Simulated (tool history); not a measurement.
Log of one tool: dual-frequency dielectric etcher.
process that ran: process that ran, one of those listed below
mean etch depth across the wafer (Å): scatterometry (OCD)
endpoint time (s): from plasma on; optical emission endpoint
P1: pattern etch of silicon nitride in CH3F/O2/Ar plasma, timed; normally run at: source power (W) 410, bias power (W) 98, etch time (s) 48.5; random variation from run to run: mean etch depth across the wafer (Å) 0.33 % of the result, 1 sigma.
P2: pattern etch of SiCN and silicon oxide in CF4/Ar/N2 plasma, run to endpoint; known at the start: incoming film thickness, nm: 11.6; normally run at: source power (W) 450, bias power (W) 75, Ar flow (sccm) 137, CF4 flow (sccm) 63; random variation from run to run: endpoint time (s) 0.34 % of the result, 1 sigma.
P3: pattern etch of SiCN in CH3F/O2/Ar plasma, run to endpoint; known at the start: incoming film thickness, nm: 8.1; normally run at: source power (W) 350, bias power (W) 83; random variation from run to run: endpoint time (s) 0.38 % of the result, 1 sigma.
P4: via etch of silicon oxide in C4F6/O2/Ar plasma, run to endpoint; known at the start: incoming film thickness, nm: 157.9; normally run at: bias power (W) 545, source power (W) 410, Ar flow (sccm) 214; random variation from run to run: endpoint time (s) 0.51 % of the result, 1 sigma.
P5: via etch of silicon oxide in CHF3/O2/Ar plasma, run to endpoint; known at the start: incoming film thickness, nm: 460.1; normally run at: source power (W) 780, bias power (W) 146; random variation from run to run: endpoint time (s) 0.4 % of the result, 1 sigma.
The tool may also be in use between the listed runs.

| run | day | process that ran | source power (W) | bias power (W) | etch time (s) | Ar flow (sccm) | CF4 flow (sccm) | hours since the last wet clean | hours since the last source power generator calibration | hours since the last bias power generator calibration | mean etch depth across the wafer (Å) | endpoint time (s) |
|---|---|---|---|---|---|---|---|---|---|---|---|---|
| 1 | 0.225 | P1 | 410 | 98 | 48.5 |  |  | 394.2 | 3073.8 | 420.8 | 370.35 |  |
| 2 | 0.367 | P3 | 500 | 83 |  |  |  | 397.6 | 3077.2 | 424.2 |  | 18.917 |
| 3 | 0.496 | P1 | 410 | 98 | 48.5 |  |  | 400.7 | 3080.3 | 427.3 | 369.56 |  |
| 4 | 0.683 | P2 | 450 | 75 |  | 137 | 42 | 405.2 | 3084.8 | 431.8 |  | 15.324 |
| 5 | 0.888 | P3 | 350 | 112 |  |  |  | 410.1 | 3089.7 | 436.7 |  | 19.286 |
| 6 | 1.029 | P4 | 280 | 545 |  | 214 |  | 413.5 | 3093.1 | 440.1 |  | 37.495 |
| 7 | 1.162 | P1 | 410 | 98 | 48.5 |  |  | 416.7 | 3096.3 | 443.3 | 369.66 |  |
| 8 | 1.3 | P5 | 780 | 174 |  |  |  | 420 | 3099.6 | 446.6 |  | 215.03 |
| 9 | 1.454 | P1 | 510 | 98 | 48.5 |  |  | 423.7 | 3103.3 | 450.3 | 401.91 |  |
| 10 | 1.604 | P5 | 780 | 146 |  |  |  | 427.3 | 3106.9 | 453.9 |  | 227.05 |
| 11 | 1.833 | P5 | 780 | 146 |  |  |  | 432.8 | 3112.4 | 459.4 |  | 227.73 |
| 12 | 2.021 | P1 | 410 | 136 | 48.5 |  |  | 437.3 | 3116.9 | 463.9 | 419.49 |  |
| 13 | 2.221 | P2 | 450 | 53 |  | 137 | 63 | 442.1 | 3121.7 | 468.7 |  | 16.253 |
| 14 | 2.342 | P4 | 410 | 330 |  | 214 |  | 445 | 3124.6 | 471.6 |  | 39.157 |
| 15 | 2.471 | P1 | 410 | 98 | 27 |  |  | 448.1 | 3127.7 | 474.7 | 206.01 |  |
| 16 | 2.708 | P2 | 450 | 75 |  | 137 | 63 | 453.8 | 3133.4 | 480.4 |  | 14.323 |
| 17 | 2.938 | P4 | 410 | 545 |  | 166 |  | 459.3 | 3138.9 | 485.9 |  | 31.386 |
| 18 | 3.067 | P3 | 350 | 83 |  |  |  | 462.4 | 3142 | 489 |  | 21.699 |
| 19 | 3.333 | P5 | 600 | 146 |  |  |  | 468.8 | 3148.4 | 495.4 |  | 252.14 |
| 20 | 3.571 | P4 | 410 | 545 |  | 214 |  | 474.5 | 3154.1 | 501.1 |  | 32.452 |
| 21 | 3.817 | P1 | 410 | 98 | 72 |  |  | 480.4 | 3160 | 507 | 545.46 |  |
| 22 | 4.058 | P1 | 410 | 65 | 48.5 |  |  | 486.2 | 3165.8 | 512.8 | 320.6 |  |
| 23 | 4.271 | P1 | 410 | 98 | 48.5 |  |  | 491.3 | 3170.9 | 517.9 | 369.54 |  |
| 24 | 4.533 | P3 | 350 | 83 |  |  |  | 497.6 | 3177.2 | 524.2 |  | 21.664 |
| 25 | 4.796 | P2 | 450 | 75 |  | 164 | 63 | 503.9 | 3183.5 | 530.5 |  | 14.701 |

The next listed run, before its measurement:
| 26 | 5.058 | P1 | 410 | 98 | 48.5 |  |  | 510.2 | 3189.8 | 536.8 | ? |  |

{"run 26": {"mean etch depth across the wafer (Å)": 369.79}}
